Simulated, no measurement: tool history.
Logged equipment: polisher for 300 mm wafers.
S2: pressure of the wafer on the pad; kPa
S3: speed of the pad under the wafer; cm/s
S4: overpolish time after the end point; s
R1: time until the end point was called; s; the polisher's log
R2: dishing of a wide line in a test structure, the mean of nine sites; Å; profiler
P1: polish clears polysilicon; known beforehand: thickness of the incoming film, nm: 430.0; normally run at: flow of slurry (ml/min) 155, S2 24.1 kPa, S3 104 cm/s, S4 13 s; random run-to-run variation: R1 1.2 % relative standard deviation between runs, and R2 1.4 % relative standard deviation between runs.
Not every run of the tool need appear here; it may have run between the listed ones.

{"run": 1, "hour": 5.3, "flow of slurry (ml/min)": 155, "S2": 24.1, "S3": 104, "S4": 13, "R1": 21.188, "R2": 554.13}
{"run": 2, "hour": 9.9, "flow of slurry (ml/min)": 155, "S2": 24.1, "S3": 152, "S4": 13, "R1": 14.351, "R2": 541.54}
{"run": 3, "hour": 15.5, "flow of slurry (ml/min)": 155, "S2": 24.1, "S3": 104, "S4": 4, "R1": 21.383, "R2": 416.33}
{"run": 4, "hour": 21.1, "flow of slurry (ml/min)": 155, "S2": 24.1, "S3": 104, "S4": 13, "R1": 21.283, "R2": 559.83}
{"run": 5, "hour": 24.3, "flow of slurry (ml/min)": 95, "S2": 24.1, "S3": 104, "S4": 13, "R1": 23.947, "R2": 552.68}
{"run": 6, "hour": 29.3, "flow of slurry (ml/min)": 155, "S2": 24.1, "S3": 66, "S4": 13, "R1": 34.174, "R2": 523.34}
{"run": 7, "hour": 33.1, "flow of slurry (ml/min)": 155, "S2": 24.1, "S3": 104, "S4": 13, "R1": 21.934, "R2": 557.18}
{"run": 8, "hour": 38.2, "flow of slurry (ml/min)": 225, "S2": 24.1, "S3": 104, "S4": 4, "R1": 20.647, "R2": 412.12}
{"run": 9, "hour": 41.5, "flow of slurry (ml/min)": 155, "S2": 24.1, "S3": 104, "S4": 13, "R1": 21.838, "R2": 556.52}
{"run": 10, "hour": 44.9, "flow of slurry (ml/min)": 155, "S2": 37.2, "S3": 104, "S4": 13, "R1": 14.055, "R2": 559.24}
{"run": 11, "hour": 48.3, "flow of slurry (ml/min)": 155, "S2": 24.1, "S3": 104, "S4": 20, "R1": 21.512, "R2": 559.46}
{"run": 12, "hour": 51.2, "flow of slurry (ml/min)": 155, "S2": 24.1, "S3": 104, "S4": 13, "R1": 22.051, "R2": 543.18}
{"run": 13, "hour": 56.1, "flow of slurry (ml/min)": 205, "S2": 24.1, "S3": 104, "S4": 13, "R1": 20.957, "R2": 549.8}
{"run": 14, "hour": 58.6, "flow of slurry (ml/min)": 155, "S2": 11.0, "S3": 104, "S4": 13, "R1": 46.723, "R2": 495.64}
{"run": 15, "hour": 62.3, "flow of slurry (ml/min)": 155, "S2": 24.1, "S3": 104, "S4": 13, "R1": 21.492, "R2": 565.67}
{"run": 16, "hour": 64.8, "flow of slurry (ml/min)": 155, "S2": 24.1, "S3": 104, "S4": 13, "R1": 22.123, "R2": 553.46}
{"run": 17, "hour": 69.6, "flow of slurry (ml/min)": 155, "S2": 24.1, "S3": 104, "S4": 13, "R1": 23.238, "R2": 551.95}
{"run": 18, "hour": 74.6, "flow of slurry (ml/min)": 155, "S2": 24.1, "S3": 104, "S4": 13, "R1": 23.028, "R2": 535.02}
{"run": 19, "hour": 80.4, "flow of slurry (ml/min)": 155, "S2": 24.1, "S3": 104, "S4": 13, "R1": 23.186, "R2": 543.16}
{"hour": 81.1, "done": "head pressure recalibrated"}
{"run": 20, "hour": 85.6, "flow of slurry (ml/min)": 155, "S2": 24.1, "S3": 104, "S4": 13, "R1": 23.192, "R2": 550.02}
{"run": 21, "hour": 88.4, "flow of slurry (ml/min)": 155, "S2": 24.1, "S3": 104, "S4": 13, "R1": 23.476, "R2": 546.21}
{"run": 22, "hour": 93.3, "flow of slurry (ml/min)": 155, "S2": 24.1, "S3": 104, "S4": 13, "R1": 23.448, "R2": 551.98}

What P1 gives has crept away from where it was. These 2 causes fit the log equally well, each at the size given:
A: slurry flow missing at the pad, % = 34.8
B: removal rate lost through wear of the pad, % = 8.36
The creep began at about hour 62.3.
What rules out each remaining cause:
head's pressure below its setpoint, %: was serviced at hour 81.1, once the creep was under way, yet the earlier output never came back

Of the 4 check runs below, each run on 5 wafers with the results averaged and each result still a question mark, which one would tell the listed causes apart?
{"run": "check 1", "hour": 98.2, "flow of slurry (ml/min)": 155, "S2": 37.2, "S3": 104, "S4": 13, "R1": "?", "R2": "?"}
{"run": "check 2", "hour": 98.2, "flow of slurry (ml/min)": 155, "S2": 13.8, "S3": 140, "S4": 13, "R1": "?", "R2": "?"}
{"run": "check 3", "hour": 98.2, "flow of slurry (ml/min)": 95, "S2": 15.2, "S3": 104, "S4": 13, "R1": "?", "R2": "?"}
{"run": "check 4", "hour": 98.2, "flow of slurry (ml/min)": 155, "S2": 35.9, "S3": 68, "S4": 13, "R1": "?", "R2": "?"}

Check results expected under each cause:
check=check_1 result=R1 if_A=15.235 if_B=15.235
check=check_1 result=R2 if_A=556.52 if_B=556.52
check=check_2 result=R1 if_A=30.557 if_B=30.557
check=check_2 result=R2 if_A=532.30 if_B=532.30
check=check_3 result=R1 if_A=43.431 if_B=41.449
check=check_3 result=R2 if_A=494.28 if_B=500.54
check=check_4 result=R1 if_A=24.197 if_B=24.197
check=check_4 result=R2 if_A=546.40 if_B=546.40
Separation of the two closest causes in each check, using whichever result separates them best: check 1 0 %; check 2 0 %; check 3 4.67 %; check 4 0 %
Check 3 tells the causes apart: in the others they would give nearly the same result.

Then check 3 was run and gave: R1 41.243 s; R2 502.89 Å. Which cause is it?

B is the cause: removal rate lost through wear of the pad, %.
